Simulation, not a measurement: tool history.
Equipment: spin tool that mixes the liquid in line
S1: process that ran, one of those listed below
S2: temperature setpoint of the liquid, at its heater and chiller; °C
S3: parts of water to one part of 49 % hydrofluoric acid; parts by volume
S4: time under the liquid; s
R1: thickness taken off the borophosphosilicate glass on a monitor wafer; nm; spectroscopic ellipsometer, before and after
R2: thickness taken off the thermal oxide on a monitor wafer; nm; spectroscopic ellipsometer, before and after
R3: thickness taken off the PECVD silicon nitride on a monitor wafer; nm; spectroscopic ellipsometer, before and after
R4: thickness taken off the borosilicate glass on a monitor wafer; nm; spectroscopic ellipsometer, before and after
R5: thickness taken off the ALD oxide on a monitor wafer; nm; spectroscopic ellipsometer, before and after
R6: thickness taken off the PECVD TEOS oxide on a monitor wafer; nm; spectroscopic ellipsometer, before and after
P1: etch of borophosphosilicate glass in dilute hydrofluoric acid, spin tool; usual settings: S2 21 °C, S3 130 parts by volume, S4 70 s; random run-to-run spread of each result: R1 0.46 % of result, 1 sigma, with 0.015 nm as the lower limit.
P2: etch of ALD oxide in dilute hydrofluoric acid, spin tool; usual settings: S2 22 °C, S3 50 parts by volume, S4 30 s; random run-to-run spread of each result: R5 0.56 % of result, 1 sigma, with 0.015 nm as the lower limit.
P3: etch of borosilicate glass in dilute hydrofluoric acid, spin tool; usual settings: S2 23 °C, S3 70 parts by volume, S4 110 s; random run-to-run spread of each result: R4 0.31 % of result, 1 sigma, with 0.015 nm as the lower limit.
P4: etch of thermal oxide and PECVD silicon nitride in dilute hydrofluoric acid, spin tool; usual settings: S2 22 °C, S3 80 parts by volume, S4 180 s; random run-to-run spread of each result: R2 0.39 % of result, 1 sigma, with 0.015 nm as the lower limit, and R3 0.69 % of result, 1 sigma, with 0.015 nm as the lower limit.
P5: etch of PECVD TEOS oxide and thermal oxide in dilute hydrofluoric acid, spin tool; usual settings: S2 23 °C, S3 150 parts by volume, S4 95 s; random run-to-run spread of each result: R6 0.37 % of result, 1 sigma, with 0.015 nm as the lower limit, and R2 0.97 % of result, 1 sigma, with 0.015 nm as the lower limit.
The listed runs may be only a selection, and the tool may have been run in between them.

| run | day | S1 | S2 | S3 | S4 | R1 | R2 | R3 | R4 | R5 | R6 |
|---|---|---|---|---|---|---|---|---|---|---|---|
| 1 | 0.408 | P1 | 21 | 130 | 70 | 19.931 |  |  |  |  |  |
| 2 | 0.762 | P4 | 17 | 80 | 180 |  | 7.7235 | 2.337 |  |  |  |
| 3 | 1.258 | P3 | 18 | 70 | 110 |  |  |  | 47.114 |  |  |
| 4 | 1.704 | P2 | 22 | 50 | 30 |  |  |  |  | 12.457 |  |
| 5 | 2.012 | P1 | 21 | 130 | 100 | 28.796 |  |  |  |  |  |
| 6 | 2.35 | P1 | 21 | 130 | 70 | 20.02 |  |  |  |  |  |
| 7 | 2.729 | P2 | 22 | 50 | 30 |  |  |  |  | 12.451 |  |
| 8 | 3.267 | P1 | 17 | 30 | 70 | 82.359 |  |  |  |  |  |
| 9 | 3.792 | P1 | 17 | 130 | 70 | 16.974 |  |  |  |  |  |
| 10 | 4.088 | P1 | 26.5 | 130 | 70 | 24.943 |  |  |  |  |  |
| 11 | 4.488 | P4 | 22 | 110 | 180 |  | 6.6528 | 2.3831 |  |  |  |
| 12 | 4.842 | P1 | 21 | 130 | 70 | 20.113 |  |  |  |  |  |
| 13 | 5.233 | P5 | 23 | 150 | 95 |  | 2.7121 |  |  |  | 9.8699 |
| 14 | 5.558 | P1 | 21 | 60 | 70 | 47.107 |  |  |  |  |  |
| 15 | 5.862 | P1 | 21 | 130 | 70 | 19.928 |  |  |  |  |  |
| 16 | 6.342 | P1 | 28 | 30 | 70 | 132.61 |  |  |  |  |  |
| 17 | 6.758 | P4 | 22 | 80 | 355 |  | 18.693 | 6.5286 |  |  |  |
| 18 | 7.071 | P2 | 22 | 80 | 30 |  |  |  |  | 7.5257 |  |
| 19 | 7.517 | P5 | 23 | 250 | 95 |  | 1.4253 |  |  |  | 5.348 |
| 20 | 7.792 | P3 | 23 | 100 | 110 |  |  |  | 39.226 |  |  |
| 21 | 8.296 | P5 | 23 | 150 | 95 |  | 2.6303 |  |  |  | 9.9316 |
| 22 | 8.842 | P5 | 17 | 150 | 95 |  | 2.0908 |  |  |  | 7.79 |
| 23 | 9.146 | P1 | 21 | 200 | 70 | 12.118 |  |  |  |  |  |
| 24 | 9.488 | P3 | 23 | 70 | 110 |  |  |  | 58.064 |  |  |
| 25 | 9.929 | P3 | 23 | 70 | 190 |  |  |  | 100.51 |  |  |
| 26 | 10.288 | P3 | 23 | 70 | 110 |  |  |  | 58.339 |  |  |
| 27 | 10.688 | P2 | 22 | 50 | 15 |  |  |  |  | 6.2096 |  |
| 28 | 11.158 | P1 | 21 | 130 | 70 | 20.062 |  |  |  |  |  |
|  | 11.517 | thermometer replaced |
| 29 | 11.746 | P2 | 28 | 50 | 30 |  |  |  |  | 15.923 |  |
| 30 | 12.138 | P4 | 22 | 80 | 180 |  | 9.5101 | 3.2711 |  |  |  |
| 31 | 12.733 | P5 | 23 | 150 | 30 |  | 0.84691 |  |  |  | 3.1152 |
| 32 | 13.146 | P1 | 21 | 130 | 35 | 10.03 |  |  |  |  |  |
| 33 | 13.75 | P1 | 21 | 130 | 70 | 19.97 |  |  |  |  |  |
| 34 | 14.346 | P1 | 21 | 130 | 70 | 20.687 |  |  |  |  |  |
| 35 | 14.871 | P1 | 21 | 130 | 70 | 20.988 |  |  |  |  |  |
| 36 | 15.279 | P1 | 21 | 130 | 70 | 21.481 |  |  |  |  |  |
| 37 | 15.55 | P1 | 21 | 130 | 70 | 21.524 |  |  |  |  |  |
| 38 | 16.121 | P1 | 21 | 130 | 70 | 21.693 |  |  |  |  |  |

Run 39 has not been measured yet. What should we expect?
| 39 | 16.592 | P1 | 21 | 130 | 70 | ? |  |  |  |  |  |

{"run 39": {"R1": 21.971}}

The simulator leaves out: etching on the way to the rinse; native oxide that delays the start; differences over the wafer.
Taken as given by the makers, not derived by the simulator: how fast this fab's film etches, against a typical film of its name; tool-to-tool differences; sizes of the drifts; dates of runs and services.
